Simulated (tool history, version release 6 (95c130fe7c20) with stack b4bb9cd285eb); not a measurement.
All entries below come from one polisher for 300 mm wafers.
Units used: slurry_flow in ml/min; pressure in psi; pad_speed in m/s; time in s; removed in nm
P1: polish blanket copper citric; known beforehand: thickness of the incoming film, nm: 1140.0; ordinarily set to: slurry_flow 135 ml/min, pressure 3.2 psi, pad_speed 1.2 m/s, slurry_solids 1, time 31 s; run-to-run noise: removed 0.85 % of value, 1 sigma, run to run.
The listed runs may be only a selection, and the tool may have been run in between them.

| run | day | slurry_flow | pressure | pad_speed | slurry_solids | time | wafers polished on this pad | hours since the slurry nozzle was cleaned | hours since the head pressure was calibrated | hours since the slurry blender was calibrated | removed |
|---|---|---|---|---|---|---|---|---|---|---|---|
| 1 | 0.458 | 135 | 3.2 | 1.2 | 1 | 31 | 507 | 144.9 | 230.7 | 85.5 | 102.76 |
| 2 | 0.883 | 135 | 3.2 | 1.2 | 1 | 31 | 674 | 155.1 | 240.9 | 95.7 | 103.65 |
| 3 | 1.188 | 135 | 3.2 | 0.54 | 1 | 31 | 793 | 162.4 | 248.2 | 103 | 47.113 |
| 4 | 1.658 | 135 | 3.2 | 1.2 | 1 | 31 | 978 | 173.7 | 259.5 | 114.3 | 103.21 |
| 5 | 2.042 | 135 | 4.1 | 1.2 | 1.35 | 31 | 1129 | 182.9 | 268.7 | 123.5 | 141.24 |
| 6 | 2.688 | 135 | 3.2 | 1.2 | 1 | 31 | 1382 | 198.4 | 284.2 | 139 | 103.36 |
| 7 | 2.979 | 135 | 3.2 | 1.2 | 0.55 | 31 | 1496 | 205.4 | 291.2 | 146 | 90.988 |
| 8 | 3.504 | 175 | 3.2 | 1.2 | 1 | 31 | 1702 | 218 | 303.8 | 158.6 | 108.43 |
| 9 | 3.821 | 135 | 3.2 | 1.2 | 1 | 20 | 1827 | 225.6 | 311.4 | 166.2 | 66.202 |
| 10 | 4.171 | 135 | 3.2 | 1.56 | 1.45 | 31 | 1964 | 234 | 319.8 | 174.6 | 143.81 |
| 11 | 4.625 | 135 | 1.4 | 1.2 | 1 | 31 | 2142 | 244.9 | 330.7 | 185.5 | 45.733 |
|  | 4.646 | worn pad replaced by a new one |
| 12 | 5.183 | 80 | 3.2 | 1.2 | 1 | 31 | 211 | 258.3 | 344.1 | 198.9 | 91.956 |
| 13 | 5.733 | 135 | 3.2 | 1.2 | 1 | 39 | 427 | 271.5 | 357.3 | 212.1 | 129.37 |
|  | 5.779 | slurry blender recalibrated |
| 14 | 6.046 | 135 | 3.2 | 1.76 | 1 | 46 | 550 | 279 | 364.8 | 6.4 | 220.12 |
| 15 | 6.496 | 135 | 3.2 | 1.66 | 1 | 31 | 726 | 289.8 | 375.6 | 17.2 | 142.53 |
| 16 | 7.021 | 135 | 4.8 | 1.2 | 1 | 31 | 932 | 302.4 | 388.2 | 29.8 | 154.53 |
| 17 | 7.438 | 135 | 3.2 | 1.2 | 1.5 | 31 | 1096 | 312.4 | 398.2 | 39.8 | 111.9 |
| 18 | 8.004 | 135 | 3.2 | 1.2 | 1 | 31 | 1318 | 326 | 411.8 | 53.4 | 103.49 |
| 19 | 8.45 | 135 | 3.2 | 1.2 | 1 | 31 | 1493 | 336.7 | 422.5 | 64.1 | 103.34 |
| 20 | 8.779 | 135 | 3.2 | 1.2 | 1 | 31 | 1622 | 344.6 | 430.4 | 72 | 103.69 |
| 21 | 9.175 | 135 | 3.2 | 1.2 | 1 | 31 | 1777 | 354.1 | 439.9 | 81.5 | 101.38 |
| 22 | 9.546 | 135 | 3.2 | 1.2 | 1 | 31 | 1923 | 363 | 448.8 | 90.4 | 98.035 |
| 23 | 10.167 | 135 | 3.2 | 1.2 | 1 | 31 | 2167 | 377.9 | 463.7 | 105.3 | 96.786 |
|  | 10.625 | worn pad replaced by a new one |
|  | 10.75 | slurry blender recalibrated |
| 24 | 10.812 | 135 | 3.2 | 1.2 | 1 | 31 | 73 | 393.4 | 479.2 | 1.5 | 96.614 |
| 25 | 11.479 | 135 | 3.2 | 1.2 | 1 | 31 | 335 | 409.4 | 495.2 | 17.5 | 95.493 |
| 26 | 11.996 | 135 | 3.2 | 1.2 | 1 | 31 | 538 | 421.8 | 507.6 | 29.9 | 93.571 |
| 27 | 12.479 | 135 | 3.2 | 1.2 | 1 | 31 | 727 | 433.4 | 519.2 | 41.5 | 94.165 |

What P1 gives has crept away from where it was. These 2 causes fit the log equally well, each at the size given:
A: slurry flow missing at the pad, % = 31.2
B: head's pressure below its setpoint, % = 8.24
The drift started at roughly day 8.779.
Other possible causes, and why each is ruled out:
removal rate lost through wear of the pad, %: work on it at day 10.625, done after the drift set in, did not restore what the process gave before
abrasive missing from the slurry, %: work on it at day 10.75, done after the drift set in, did not restore what the process gave before

Of the 4 check runs below, each run on 2 wafers with the results averaged and each result still a question mark, which one would tell the listed causes apart?
| check 1 | 12.962 | 135 | 1.7 | 1.2 | 1 | 24 |  |  |  |  | ? |
| check 2 | 12.962 | 80 | 3.2 | 1.2 | 1.3 | 31 |  |  |  |  | ? |
| check 3 | 12.962 | 135 | 3.2 | 1.52 | 1 | 31 |  |  |  |  | ? |
| check 4 | 12.962 | 135 | 3.2 | 1.2 | 0.55 | 31 |  |  |  |  | ? |

How each check would come out, cause by cause:
| check | result | if A | if B |
|---|---|---|---|
| check 1 | removed | 39.464 | 39.526 |
| check 2 | removed | 83.897 | 88.04 |
| check 3 | removed | 119.07 | 119.04 |
| check 4 | removed | 83.416 | 83.427 |
Gap, in per cent, between the two causes that each check separates least, read from the result that separates them most: check 1 0.16 %; check 2 4.82 %; check 3 0.02 %; check 4 0.01 %
Only check 2 tells the causes apart: in the others they would give nearly the same result.

Here is what check 2 returned: removed 83.45 nm. Which cause is it?

The cause is A: slurry flow missing at the pad, %.

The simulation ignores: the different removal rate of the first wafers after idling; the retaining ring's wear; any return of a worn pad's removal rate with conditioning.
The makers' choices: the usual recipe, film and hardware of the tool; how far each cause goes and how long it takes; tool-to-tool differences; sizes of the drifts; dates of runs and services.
